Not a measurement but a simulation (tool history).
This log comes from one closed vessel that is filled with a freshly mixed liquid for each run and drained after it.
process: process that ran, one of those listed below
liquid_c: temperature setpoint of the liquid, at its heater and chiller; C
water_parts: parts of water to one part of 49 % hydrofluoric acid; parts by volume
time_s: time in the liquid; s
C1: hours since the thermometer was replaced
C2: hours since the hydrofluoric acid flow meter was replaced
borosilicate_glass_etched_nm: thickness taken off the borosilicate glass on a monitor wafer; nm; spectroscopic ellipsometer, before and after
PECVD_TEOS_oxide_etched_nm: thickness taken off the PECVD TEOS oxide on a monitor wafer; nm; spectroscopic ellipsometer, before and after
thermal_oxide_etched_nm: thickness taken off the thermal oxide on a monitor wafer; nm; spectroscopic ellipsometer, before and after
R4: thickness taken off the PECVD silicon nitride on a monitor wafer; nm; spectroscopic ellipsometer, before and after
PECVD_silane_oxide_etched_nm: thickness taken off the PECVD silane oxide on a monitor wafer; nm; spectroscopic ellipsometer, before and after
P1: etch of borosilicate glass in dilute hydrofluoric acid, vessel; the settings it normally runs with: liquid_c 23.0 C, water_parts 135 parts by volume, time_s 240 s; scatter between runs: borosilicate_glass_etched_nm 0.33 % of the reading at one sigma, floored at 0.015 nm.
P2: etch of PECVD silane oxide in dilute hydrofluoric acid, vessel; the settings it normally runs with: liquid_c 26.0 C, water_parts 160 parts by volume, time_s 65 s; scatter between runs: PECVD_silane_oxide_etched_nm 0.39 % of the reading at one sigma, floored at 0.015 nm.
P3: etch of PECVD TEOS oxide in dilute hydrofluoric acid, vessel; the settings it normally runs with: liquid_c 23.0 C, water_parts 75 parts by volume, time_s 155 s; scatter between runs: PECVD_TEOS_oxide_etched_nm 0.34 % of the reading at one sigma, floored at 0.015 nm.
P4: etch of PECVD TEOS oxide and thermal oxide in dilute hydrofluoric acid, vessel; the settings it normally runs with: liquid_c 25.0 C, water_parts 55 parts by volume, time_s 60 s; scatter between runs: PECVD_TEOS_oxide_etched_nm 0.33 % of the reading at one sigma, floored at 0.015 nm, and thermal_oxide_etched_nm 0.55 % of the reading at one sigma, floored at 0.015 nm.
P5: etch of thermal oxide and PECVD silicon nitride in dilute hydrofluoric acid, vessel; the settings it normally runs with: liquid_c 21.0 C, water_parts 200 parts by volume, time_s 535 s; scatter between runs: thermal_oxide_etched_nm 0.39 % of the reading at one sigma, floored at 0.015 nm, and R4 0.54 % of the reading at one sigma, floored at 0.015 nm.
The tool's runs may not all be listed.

run 1 hour=4.4 | process=P1 liquid_c=23.0 water_parts=135 time_s=240 | C1=281.1 C2=842.8 | borosilicate_glass_etched_nm=49.961
run 2 hour=10.0 | process=P1 liquid_c=23.0 water_parts=135 time_s=240 | C1=286.7 C2=848.4 | borosilicate_glass_etched_nm=49.938
run 3 hour=15.4 | process=P3 liquid_c=17.0 water_parts=75 time_s=155 | C1=292.1 C2=853.8 | PECVD_TEOS_oxide_etched_nm=30.6160
run 4 hour=19.6 | process=P1 liquid_c=23.0 water_parts=135 time_s=430 | C1=296.3 C2=858.0 | borosilicate_glass_etched_nm=89.997
run 5 hour=24.4 | process=P4 liquid_c=25.0 water_parts=55 time_s=60 | C1=301.1 C2=862.8 | PECVD_TEOS_oxide_etched_nm=18.0590 thermal_oxide_etched_nm=5.6248
run 6 hour=27.9 | process=P5 liquid_c=21.0 water_parts=200 time_s=535 | C1=304.6 C2=866.3 | thermal_oxide_etched_nm=10.3110 R4=9.4996
run 7 hour=35.0 | process=P3 liquid_c=23.0 water_parts=75 time_s=155 | C1=311.7 C2=873.4 | PECVD_TEOS_oxide_etched_nm=39.3100
run 8 hour=41.4 | process=P1 liquid_c=17.0 water_parts=135 time_s=240 | C1=318.1 C2=879.8 | borosilicate_glass_etched_nm=39.274
run 9 hour=46.5 | process=P2 liquid_c=26.0 water_parts=160 time_s=105 | C1=323.2 C2=884.9 | PECVD_silane_oxide_etched_nm=25.268
run 10 hour=49.9 | process=P2 liquid_c=26.0 water_parts=35 time_s=65 | C1=326.6 C2=888.3 | PECVD_silane_oxide_etched_nm=84.609
run 11 hour=54.9 | process=P3 liquid_c=23.0 water_parts=45 time_s=155 | C1=331.6 C2=893.3 | PECVD_TEOS_oxide_etched_nm=67.9440
run 12 hour=59.7 | process=P4 liquid_c=32.5 water_parts=55 time_s=60 | C1=336.4 C2=898.1 | PECVD_TEOS_oxide_etched_nm=24.2280 thermal_oxide_etched_nm=7.7018
run 13 hour=64.2 | process=P1 liquid_c=23.0 water_parts=135 time_s=110 | C1=340.9 C2=902.6 | borosilicate_glass_etched_nm=22.893
run 14 hour=68.8 | process=P2 liquid_c=26.0 water_parts=160 time_s=65 | C1=345.5 C2=907.2 | PECVD_silane_oxide_etched_nm=15.777
run 15 hour=76.0 | process=P1 liquid_c=23.0 water_parts=195 time_s=115 | C1=352.7 C2=914.4 | borosilicate_glass_etched_nm=15.533
run 16 hour=80.8 | process=P5 liquid_c=27.5 water_parts=200 time_s=535 | C1=357.5 C2=919.2 | thermal_oxide_etched_nm=13.0870 R4=14.2250
run 17 hour=85.1 | process=P4 liquid_c=25.0 water_parts=55 time_s=60 | C1=361.8 C2=923.5 | PECVD_TEOS_oxide_etched_nm=17.9950 thermal_oxide_etched_nm=5.7309
run 18 hour=88.6 | process=P1 liquid_c=23.0 water_parts=230 time_s=240 | C1=365.3 C2=927.0 | borosilicate_glass_etched_nm=26.467
run 19 hour=92.1 | process=P2 liquid_c=26.0 water_parts=160 time_s=65 | C1=368.8 C2=930.5 | PECVD_silane_oxide_etched_nm=15.853
run 20 hour=99.3 | process=P4 liquid_c=25.0 water_parts=105 time_s=60 | C1=376.0 C2=937.7 | PECVD_TEOS_oxide_etched_nm=8.8887 thermal_oxide_etched_nm=2.7869
run 21 hour=105.9 | process=P2 liquid_c=19.5 water_parts=160 time_s=65 | C1=382.6 C2=944.3 | PECVD_silane_oxide_etched_nm=12.198
run 22 hour=110.3 | process=P1 liquid_c=23.0 water_parts=135 time_s=240 | C1=387.0 C2=948.7 | borosilicate_glass_etched_nm=50.210
run 23 hour=116.2 | process=P4 liquid_c=25.0 water_parts=55 time_s=30 | C1=392.9 C2=954.6 | PECVD_TEOS_oxide_etched_nm=9.0221 thermal_oxide_etched_nm=2.8350
run 24 hour=119.8 | process=P5 liquid_c=21.0 water_parts=200 time_s=200 | C1=396.5 C2=958.2 | thermal_oxide_etched_nm=3.8490 R4=3.5104
run 25 hour=123.8 | process=P1 liquid_c=23.0 water_parts=35 time_s=240 | C1=400.5 C2=962.2 | borosilicate_glass_etched_nm=217.230
run 26 hour=129.2 | process=P1 liquid_c=23.0 water_parts=135 time_s=240 | C1=405.9 C2=967.6 | borosilicate_glass_etched_nm=50.006
run 27 hour=135.4 | process=P1 liquid_c=28.5 water_parts=135 time_s=240 | C1=412.1 C2=973.8 | borosilicate_glass_etched_nm=61.721
run 28 hour=140.2 | process=P3 liquid_c=23.0 water_parts=75 time_s=255 | C1=416.9 C2=978.6 | PECVD_TEOS_oxide_etched_nm=64.4610
run 29 hour=147.0 | process=P5 liquid_c=21.0 water_parts=330 time_s=535 | C1=423.7 C2=985.4 | thermal_oxide_etched_nm=5.4839 R4=5.7720
run 30 hour=151.8 | process=P1 liquid_c=23.0 water_parts=135 time_s=240 | C1=428.5 C2=990.2 | borosilicate_glass_etched_nm=50.004
run 31 hour=156.7 | process=P1 liquid_c=23.0 water_parts=135 time_s=240 | C1=433.4 C2=995.1 | borosilicate_glass_etched_nm=49.829
run 32 hour=161.0 | process=P1 liquid_c=23.0 water_parts=135 time_s=240 | C1=437.7 C2=999.4 | borosilicate_glass_etched_nm=49.313
run 33 hour=164.3 | process=P1 liquid_c=23.0 water_parts=135 time_s=240 | C1=441.0 C2=1002.7 | borosilicate_glass_etched_nm=48.689
run 34 hour=171.6 | process=P1 liquid_c=23.0 water_parts=135 time_s=240 | C1=448.3 C2=1010.0 | borosilicate_glass_etched_nm=48.009
run 35 hour=175.6 | process=P1 liquid_c=23.0 water_parts=135 time_s=240 | C1=452.3 C2=1014.0 | borosilicate_glass_etched_nm=47.503
run 36 hour=182.8 | process=P1 liquid_c=23.0 water_parts=135 time_s=240 | C1=459.5 C2=1021.2 | borosilicate_glass_etched_nm=47.573
run 37 hour=186.7 | process=P1 liquid_c=23.0 water_parts=135 time_s=240 | C1=463.4 C2=1025.1 | borosilicate_glass_etched_nm=47.277
run 38 hour=192.0 | process=P1 liquid_c=23.0 water_parts=135 time_s=240 | C1=468.7 C2=1030.4 | borosilicate_glass_etched_nm=47.055
run 39 hour=198.8 | process=P1 liquid_c=23.0 water_parts=135 time_s=240 | C1=475.5 C2=1037.2 | borosilicate_glass_etched_nm=47.094
run 40 hour=202.7 | process=P1 liquid_c=23.0 water_parts=135 time_s=240 | C1=479.4 C2=1041.1 | borosilicate_glass_etched_nm=46.963
run 41 hour=209.4 | process=P1 liquid_c=23.0 water_parts=135 time_s=240 | C1=486.1 C2=1047.8 | borosilicate_glass_etched_nm=47.202

P1 no longer gives what it gave before; its output has crept away from where it was. The following 2 causes, each at its listed size, fit the log equally well:
A: liquid colder than its thermometer reads (K) = 1.63
B: hydrofluoric acid flow below the setpoint (%) = 5.37
The creep began at about hour 156.7.

Listed below are the offered check runs, one wafer per run, with question marks in place of results. For which of them would the causes give clearly different outcomes?
run check 1 hour=216.1 | process=P4 liquid_c=25.0 water_parts=55 time_s=60 | PECVD_TEOS_oxide_etched_nm=? thermal_oxide_etched_nm=?
run check 2 hour=216.1 | process=P5 liquid_c=21.0 water_parts=200 time_s=535 | thermal_oxide_etched_nm=? R4=?
run check 3 hour=216.1 | process=P3 liquid_c=23.0 water_parts=75 time_s=155 | PECVD_TEOS_oxide_etched_nm=?
run check 4 hour=216.1 | process=P2 liquid_c=26.0 water_parts=160 time_s=65 | PECVD_silane_oxide_etched_nm=?

Expected result of each check under each candidate cause:
check=check_1 result=PECVD_TEOS_oxide_etched_nm if_A=16.8240 if_B=16.9470
check=check_1 result=thermal_oxide_etched_nm if_A=5.3120 if_B=5.3511
check=check_2 result=thermal_oxide_etched_nm if_A=9.6682 if_B=9.6324
check=check_2 result=R4 if_A=8.4961 if_B=8.9578
check=check_3 result=PECVD_TEOS_oxide_etched_nm if_A=36.6200 if_B=36.8500
check=check_4 result=PECVD_silane_oxide_etched_nm if_A=14.771 if_B=14.701
Per check, the gap between the least separated pair of causes, taken in the result that splits them most: check 1 0.73 %; check 2 5.29 %; check 3 0.63 %; check 4 0.47 %
Of the check runs offered, only check 2 discriminates between the causes; the rest would read about the same regardless of which cause applies.

With check 2 done, the readings were: thermal_oxide_etched_nm 9.6004 nm; R4 8.5225 nm. Identify which of the listed causes applies.

A is the cause: liquid colder than its thermometer reads (K).
